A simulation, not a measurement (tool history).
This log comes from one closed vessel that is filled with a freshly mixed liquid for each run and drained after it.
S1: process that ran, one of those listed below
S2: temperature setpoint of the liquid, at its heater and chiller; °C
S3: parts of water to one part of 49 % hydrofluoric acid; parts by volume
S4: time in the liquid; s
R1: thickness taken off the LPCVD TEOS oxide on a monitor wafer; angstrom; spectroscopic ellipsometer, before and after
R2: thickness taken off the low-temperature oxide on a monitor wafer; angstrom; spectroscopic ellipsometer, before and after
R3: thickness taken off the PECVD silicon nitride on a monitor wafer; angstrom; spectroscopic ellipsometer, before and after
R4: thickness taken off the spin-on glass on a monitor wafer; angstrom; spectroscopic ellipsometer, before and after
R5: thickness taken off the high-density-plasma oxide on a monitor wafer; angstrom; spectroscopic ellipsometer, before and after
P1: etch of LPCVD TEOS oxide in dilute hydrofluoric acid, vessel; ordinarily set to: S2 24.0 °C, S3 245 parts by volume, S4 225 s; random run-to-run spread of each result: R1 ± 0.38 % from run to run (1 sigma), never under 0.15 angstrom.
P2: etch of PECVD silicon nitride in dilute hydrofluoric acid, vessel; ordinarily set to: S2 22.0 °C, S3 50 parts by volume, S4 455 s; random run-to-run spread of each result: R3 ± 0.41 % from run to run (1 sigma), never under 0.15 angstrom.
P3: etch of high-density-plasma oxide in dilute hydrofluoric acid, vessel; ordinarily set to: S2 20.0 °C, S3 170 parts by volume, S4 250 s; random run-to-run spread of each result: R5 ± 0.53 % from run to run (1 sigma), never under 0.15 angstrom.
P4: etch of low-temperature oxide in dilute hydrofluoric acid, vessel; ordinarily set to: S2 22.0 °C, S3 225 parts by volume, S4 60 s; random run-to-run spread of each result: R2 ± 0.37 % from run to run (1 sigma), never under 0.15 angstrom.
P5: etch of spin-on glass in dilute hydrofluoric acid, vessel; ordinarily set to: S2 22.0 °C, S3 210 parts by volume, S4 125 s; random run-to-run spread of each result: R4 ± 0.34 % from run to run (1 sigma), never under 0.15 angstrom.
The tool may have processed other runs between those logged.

run,hour,S1,S2,S3,S4,R1,R2,R3,R4,R5
1,6.8,P1,24.0,245,225,131.930,,,,
2,18.4,P4,17.0,225,60,,56.396,,,
3,31.0,P1,24.0,245,225,131.910,,,,
4,38.6,P1,24.0,105,225,362.610,,,,
5,50.2,P4,22.0,225,60,,67.796,,,
6,58.1,P2,25.5,50,455,,,479.93,,
7,66.0,P4,22.0,70,60,,258.320,,,
8,77.3,P4,22.0,225,105,,118.340,,,
9,84.3,P2,22.0,75,455,,,253.82,,
10,90.2,P5,22.0,210,125,,,,146.190,
11,96.5,P5,17.0,210,125,,,,120.900,
12,103.3,P2,22.0,50,455,,,378.08,,
13,109.4,P5,22.0,325,125,,,,85.478,
14,116.5,P2,22.0,50,455,,,377.36,,
15,123.9,P2,22.0,50,185,,,153.65,,
16,130.7,P5,22.0,210,125,,,,146.880,
# hour 132.0: thermometer replaced
17,141.2,P3,20.0,170,250,,,,,82.624
18,151.8,P3,27.5,170,250,,,,,108.970
19,163.6,P1,30.0,385,225,89.426,,,,
20,176.5,P5,22.0,210,210,,,,246.600,
21,182.6,P1,32.0,245,225,174.140,,,,
22,192.6,P1,24.0,245,225,132.730,,,,
23,203.7,P3,20.0,170,95,,,,,31.475
24,216.3,P1,24.0,245,225,133.590,,,,
# hour 224.1: hydrofluoric acid flow meter replaced
25,229.1,P3,20.0,270,250,,,,,47.141
26,235.8,P1,24.0,245,50,29.196,,,,
27,242.8,P1,31.0,420,225,81.424,,,,
28,249.2,P1,24.0,245,420,248.050,,,,
29,255.6,P1,19.0,245,225,110.140,,,,
30,263.9,P1,24.0,245,225,132.880,,,,
31,271.3,P4,22.0,225,60,,67.253,,,
32,278.4,P1,24.0,370,225,77.672,,,,
33,288.7,P1,24.0,245,225,132.190,,,,
34,295.2,P1,24.0,245,225,135.830,,,,
35,304.4,P1,24.0,245,225,137.130,,,,
36,314.7,P1,24.0,245,225,140.150,,,,
37,323.3,P1,24.0,245,225,140.500,,,,
38,330.2,P1,24.0,245,225,141.230,,,,
39,341.8,P1,24.0,245,225,142.740,,,,
40,352.0,P1,24.0,245,225,143.380,,,,
41,360.6,P1,24.0,245,225,142.680,,,,
42,370.0,P1,24.0,245,225,142.550,,,,
43,378.0,P1,24.0,245,225,143.790,,,,
44,388.0,P1,24.0,245,225,142.940,,,,

P1 no longer gives what it gave before; its output has crept away from where it was. The following 2 causes, each at its listed size, fit the log equally well:
A: hydrofluoric acid flow above the setpoint (%) = 6.68
B: liquid hotter than its thermometer reads (K) = 2.28
The onset of the drift is placed at about hour 288.7.

Of the 4 check runs listed below, each run on one wafer and each result written as a question mark, which would let you distinguish the listed causes because they would give clearly different results?
check 1,398.0,P4,22.0,225,60,,?,,,
check 2,398.0,P5,22.0,210,125,,,,?,
check 3,398.0,P2,22.0,50,455,,,?,,
check 4,398.0,P3,20.0,170,250,,,,,?

Expected result of each check under each candidate cause:
check,result,if A,if B
check 1,R2,73.297,73.654
check 2,R4,158.810,159.830
check 3,R3,402.08,440.70
check 4,R5,88.915,90.085
Separation of the two closest causes in each check, using whichever result separates them best: check 1 0.49 %; check 2 0.64 %; check 3 9.17 %; check 4 1.31 %
The causes can be told apart only by check 3. The other checks would give nearly the same results under each of them.

Then check 3 was run and gave: R3 437.65 angstrom. Which cause is it?

The correct cause is B, namely: liquid hotter than its thermometer reads (K).

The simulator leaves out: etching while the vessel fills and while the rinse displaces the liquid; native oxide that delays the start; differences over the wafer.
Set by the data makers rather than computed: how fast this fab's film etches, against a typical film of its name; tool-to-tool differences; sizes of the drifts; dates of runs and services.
